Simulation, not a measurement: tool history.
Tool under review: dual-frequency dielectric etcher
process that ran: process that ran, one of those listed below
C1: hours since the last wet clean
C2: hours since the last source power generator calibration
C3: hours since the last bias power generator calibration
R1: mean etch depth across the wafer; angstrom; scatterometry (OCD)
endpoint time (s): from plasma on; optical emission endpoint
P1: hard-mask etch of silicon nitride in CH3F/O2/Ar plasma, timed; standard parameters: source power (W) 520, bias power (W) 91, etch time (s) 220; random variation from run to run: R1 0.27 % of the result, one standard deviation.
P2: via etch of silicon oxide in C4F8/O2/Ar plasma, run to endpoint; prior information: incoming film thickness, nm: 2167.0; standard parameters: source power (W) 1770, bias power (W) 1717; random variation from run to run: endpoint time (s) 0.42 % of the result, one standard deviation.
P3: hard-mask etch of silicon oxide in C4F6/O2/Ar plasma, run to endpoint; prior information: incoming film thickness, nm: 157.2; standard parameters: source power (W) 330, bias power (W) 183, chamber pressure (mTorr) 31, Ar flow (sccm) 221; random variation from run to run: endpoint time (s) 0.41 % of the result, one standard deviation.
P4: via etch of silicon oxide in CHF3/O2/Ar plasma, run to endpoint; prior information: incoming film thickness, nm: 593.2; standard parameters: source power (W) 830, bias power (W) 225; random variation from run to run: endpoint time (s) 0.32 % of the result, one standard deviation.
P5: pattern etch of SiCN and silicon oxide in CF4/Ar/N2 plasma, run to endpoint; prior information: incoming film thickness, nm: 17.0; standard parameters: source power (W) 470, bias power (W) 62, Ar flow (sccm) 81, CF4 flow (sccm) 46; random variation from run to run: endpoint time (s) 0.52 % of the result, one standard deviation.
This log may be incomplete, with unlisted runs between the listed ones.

run 1 hour=11.1 | process_that_ran=P1 source_power_(W)=520 bias_power_(W)=91 etch_time_(s)=220 | C1=287.7 C2=2373.4 C3=917.5 | R1=1843.4
run 2 hour=20.2 | process_that_ran=P1 source_power_(W)=300 bias_power_(W)=91 etch_time_(s)=220 | C1=296.8 C2=2382.5 C3=926.6 | R1=1495.6
run 3 hour=27.6 | process_that_ran=P2 source_power_(W)=1770 bias_power_(W)=1717 | C1=304.2 C2=2389.9 C3=934 | endpoint_time_(s)=482.47
run 4 hour=34.5 | process_that_ran=P4 source_power_(W)=830 bias_power_(W)=183 | C1=311.1 C2=2396.8 C3=940.9 | endpoint_time_(s)=267.43
run 5 hour=45.9 | process_that_ran=P3 source_power_(W)=390 bias_power_(W)=183 chamber_pressure_(mTorr)=31 Ar_flow_(sccm)=221 | C1=322.5 C2=2408.2 C3=952.3 | endpoint_time_(s)=47.933
run 6 hour=53.8 | process_that_ran=P1 source_power_(W)=520 bias_power_(W)=91 etch_time_(s)=220 | C1=330.4 C2=2416.1 C3=960.2 | R1=1843.7
run 7 hour=65.3 | process_that_ran=P1 source_power_(W)=520 bias_power_(W)=91 etch_time_(s)=288 | C1=341.9 C2=2427.6 C3=971.7 | R1=2421.4
run 8 hour=75.9 | process_that_ran=P2 source_power_(W)=1770 bias_power_(W)=1717 | C1=352.5 C2=2438.2 C3=982.3 | endpoint_time_(s)=480.27
-- hour=82.5 wet clean of the chamber
run 9 hour=84.1 | process_that_ran=P2 source_power_(W)=1180 bias_power_(W)=1717 | C1=1.6 C2=2446.4 C3=990.5 | endpoint_time_(s)=563.96
run 10 hour=94 | process_that_ran=P3 source_power_(W)=330 bias_power_(W)=235 chamber_pressure_(mTorr)=31 Ar_flow_(sccm)=221 | C1=11.5 C2=2456.3 C3=1000.4 | endpoint_time_(s)=46.832
run 11 hour=103 | process_that_ran=P4 source_power_(W)=830 bias_power_(W)=225 | C1=20.5 C2=2465.3 C3=1009.4 | endpoint_time_(s)=251.05
run 12 hour=109.8 | process_that_ran=P3 source_power_(W)=330 bias_power_(W)=183 chamber_pressure_(mTorr)=38.5 Ar_flow_(sccm)=221 | C1=27.3 C2=2472.1 C3=1016.2 | endpoint_time_(s)=52.479
run 13 hour=120.7 | process_that_ran=P1 source_power_(W)=650 bias_power_(W)=91 etch_time_(s)=220 | C1=38.2 C2=2483 C3=1027.1 | R1=2000.5
run 14 hour=129.1 | process_that_ran=P3 source_power_(W)=330 bias_power_(W)=183 chamber_pressure_(mTorr)=31 Ar_flow_(sccm)=303 | C1=46.6 C2=2491.4 C3=1035.5 | endpoint_time_(s)=52.885
run 15 hour=139.8 | process_that_ran=P1 source_power_(W)=520 bias_power_(W)=91 etch_time_(s)=220 | C1=57.3 C2=2502.1 C3=1046.2 | R1=1846.3
run 16 hour=148.7 | process_that_ran=P1 source_power_(W)=520 bias_power_(W)=115 etch_time_(s)=220 | C1=66.2 C2=2511 C3=1055.1 | R1=2006.8
run 17 hour=154.8 | process_that_ran=P5 source_power_(W)=360 bias_power_(W)=62 Ar_flow_(sccm)=81 CF4_flow_(sccm)=46 | C1=72.3 C2=2517.1 C3=1061.2 | endpoint_time_(s)=26.62
run 18 hour=160.1 | process_that_ran=P1 source_power_(W)=520 bias_power_(W)=62 etch_time_(s)=220 | C1=77.6 C2=2522.4 C3=1066.5 | R1=1617.9
run 19 hour=166.8 | process_that_ran=P2 source_power_(W)=1770 bias_power_(W)=1008 | C1=84.3 C2=2529.1 C3=1073.2 | endpoint_time_(s)=556.36
run 20 hour=173.6 | process_that_ran=P1 source_power_(W)=520 bias_power_(W)=91 etch_time_(s)=133.5 | C1=91.1 C2=2535.9 C3=1080 | R1=1121.6
run 21 hour=184.2 | process_that_ran=P3 source_power_(W)=330 bias_power_(W)=183 chamber_pressure_(mTorr)=31 Ar_flow_(sccm)=221 | C1=101.7 C2=2546.5 C3=1090.6 | endpoint_time_(s)=50.873
run 22 hour=193.5 | process_that_ran=P4 source_power_(W)=1090 bias_power_(W)=225 | C1=111 C2=2555.8 C3=1099.9 | endpoint_time_(s)=225.38
run 23 hour=201.8 | process_that_ran=P1 source_power_(W)=320 bias_power_(W)=60 etch_time_(s)=220 | C1=119.3 C2=2564.1 C3=1108.2 | R1=1319.5
run 24 hour=213 | process_that_ran=P1 source_power_(W)=520 bias_power_(W)=91 etch_time_(s)=220 | C1=130.5 C2=2575.3 C3=1119.4 | R1=1837.4
run 25 hour=221.7 | process_that_ran=P5 source_power_(W)=470 bias_power_(W)=62 Ar_flow_(sccm)=49 CF4_flow_(sccm)=46 | C1=139.2 C2=2584 C3=1128.1 | endpoint_time_(s)=19.196
run 26 hour=228.1 | process_that_ran=P5 source_power_(W)=470 bias_power_(W)=62 Ar_flow_(sccm)=81 CF4_flow_(sccm)=64 | C1=145.6 C2=2590.4 C3=1134.5 | endpoint_time_(s)=19.72
run 27 hour=238.6 | process_that_ran=P1 source_power_(W)=520 bias_power_(W)=91 etch_time_(s)=220 | C1=156.1 C2=2600.9 C3=1145 | R1=1837.4
run 28 hour=247.9 | process_that_ran=P1 source_power_(W)=520 bias_power_(W)=91 etch_time_(s)=220 | C1=165.4 C2=2610.2 C3=1154.3 | R1=1849.3
run 29 hour=253.6 | process_that_ran=P4 source_power_(W)=830 bias_power_(W)=225 | C1=171.1 C2=2615.9 C3=1160 | endpoint_time_(s)=249.91

Expected results for the next run?
run 30 hour=261.1 | process_that_ran=P5 source_power_(W)=470 bias_power_(W)=37 Ar_flow_(sccm)=81 CF4_flow_(sccm)=46 | C1=178.6 C2=2623.4 C3=1167.5 | endpoint_time_(s)=?

{"run 30": {"endpoint time (s)": 24.431}}
